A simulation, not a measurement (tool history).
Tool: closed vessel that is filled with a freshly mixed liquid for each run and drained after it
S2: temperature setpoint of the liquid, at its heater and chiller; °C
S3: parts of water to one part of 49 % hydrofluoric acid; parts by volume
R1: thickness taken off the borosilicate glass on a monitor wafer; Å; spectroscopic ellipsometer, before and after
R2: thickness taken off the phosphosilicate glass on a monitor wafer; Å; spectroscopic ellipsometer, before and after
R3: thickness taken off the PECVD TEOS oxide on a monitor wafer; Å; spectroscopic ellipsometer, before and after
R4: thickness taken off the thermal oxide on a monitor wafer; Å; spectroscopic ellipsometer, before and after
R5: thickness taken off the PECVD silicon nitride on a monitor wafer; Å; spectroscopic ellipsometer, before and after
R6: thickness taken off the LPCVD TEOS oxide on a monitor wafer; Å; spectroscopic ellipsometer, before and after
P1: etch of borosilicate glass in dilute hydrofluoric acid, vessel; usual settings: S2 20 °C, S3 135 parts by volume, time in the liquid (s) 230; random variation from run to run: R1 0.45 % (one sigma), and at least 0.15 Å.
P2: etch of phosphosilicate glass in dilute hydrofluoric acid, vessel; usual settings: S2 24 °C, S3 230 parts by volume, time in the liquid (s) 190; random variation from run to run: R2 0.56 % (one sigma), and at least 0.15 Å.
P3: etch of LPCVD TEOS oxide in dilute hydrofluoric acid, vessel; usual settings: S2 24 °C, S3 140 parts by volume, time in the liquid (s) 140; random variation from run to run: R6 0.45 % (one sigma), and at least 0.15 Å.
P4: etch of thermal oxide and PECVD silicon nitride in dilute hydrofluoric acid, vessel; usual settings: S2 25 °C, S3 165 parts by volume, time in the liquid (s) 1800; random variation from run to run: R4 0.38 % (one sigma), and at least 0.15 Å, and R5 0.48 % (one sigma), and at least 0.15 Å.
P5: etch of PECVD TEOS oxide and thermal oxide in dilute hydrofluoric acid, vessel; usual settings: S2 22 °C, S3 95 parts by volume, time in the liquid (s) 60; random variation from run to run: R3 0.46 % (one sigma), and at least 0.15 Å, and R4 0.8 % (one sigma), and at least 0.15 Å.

run 1 hour=13.1 | process_that_ran=P1 S2=20 S3=135 time_in_the_liquid_(s)=230 | R1=268.77
run 2 hour=23.3 | process_that_ran=P2 S2=24 S3=230 time_in_the_liquid_(s)=330 | R2=747.86
run 3 hour=40.9 | process_that_ran=P5 S2=22 S3=95 time_in_the_liquid_(s)=60 | R3=138.75 R4=26.965
run 4 hour=49.1 | process_that_ran=P4 S2=25 S3=165 time_in_the_liquid_(s)=3490 | R4=941.84 R5=1202.7
run 5 hour=58.5 | process_that_ran=P2 S2=24 S3=230 time_in_the_liquid_(s)=190 | R2=432.64
run 6 hour=66.8 | process_that_ran=P4 S2=25 S3=165 time_in_the_liquid_(s)=1800 | R4=487.16 R5=617.18
run 7 hour=79.9 | process_that_ran=P4 S2=25 S3=45 time_in_the_liquid_(s)=1800 | R4=2063 R5=2250.7
-- hour=88.5 thermometer replaced
run 8 hour=91.6 | process_that_ran=P4 S2=31 S3=165 time_in_the_liquid_(s)=1800 | R4=603.84 R5=900.12
run 9 hour=105.1 | process_that_ran=P5 S2=22 S3=95 time_in_the_liquid_(s)=60 | R3=139.61 R4=26.42
run 10 hour=119.9 | process_that_ran=P3 S2=24 S3=25 time_in_the_liquid_(s)=140 | R6=3454.2
run 11 hour=134.5 | process_that_ran=P1 S2=20 S3=215 time_in_the_liquid_(s)=230 | R1=155.7
run 12 hour=150.9 | process_that_ran=P5 S2=17 S3=95 time_in_the_liquid_(s)=60 | R3=111.83 R4=22.072
run 13 hour=162.6 | process_that_ran=P3 S2=24 S3=140 time_in_the_liquid_(s)=140 | R6=525.64
run 14 hour=175.8 | process_that_ran=P1 S2=20 S3=135 time_in_the_liquid_(s)=30 | R1=35.272
run 15 hour=184.2 | process_that_ran=P1 S2=17 S3=135 time_in_the_liquid_(s)=230 | R1=239.45
run 16 hour=195.1 | process_that_ran=P4 S2=25 S3=165 time_in_the_liquid_(s)=1800 | R4=481.08 R5=618.07
run 17 hour=208.4 | process_that_ran=P3 S2=24 S3=140 time_in_the_liquid_(s)=140 | R6=532.11
run 18 hour=221.5 | process_that_ran=P2 S2=24 S3=80 time_in_the_liquid_(s)=190 | R2=1471.2
run 19 hour=233.9 | process_that_ran=P1 S2=20 S3=135 time_in_the_liquid_(s)=465 | R1=541.96
run 20 hour=246.6 | process_that_ran=P1 S2=20 S3=135 time_in_the_liquid_(s)=230 | R1=268.69

Forecast run 21:
run 21 hour=256.6 | process_that_ran=P5 S2=22 S3=140 time_in_the_liquid_(s)=60 | R3=? R4=?

{"run 21": {"R3": 89.583, "R4": 17.588}}

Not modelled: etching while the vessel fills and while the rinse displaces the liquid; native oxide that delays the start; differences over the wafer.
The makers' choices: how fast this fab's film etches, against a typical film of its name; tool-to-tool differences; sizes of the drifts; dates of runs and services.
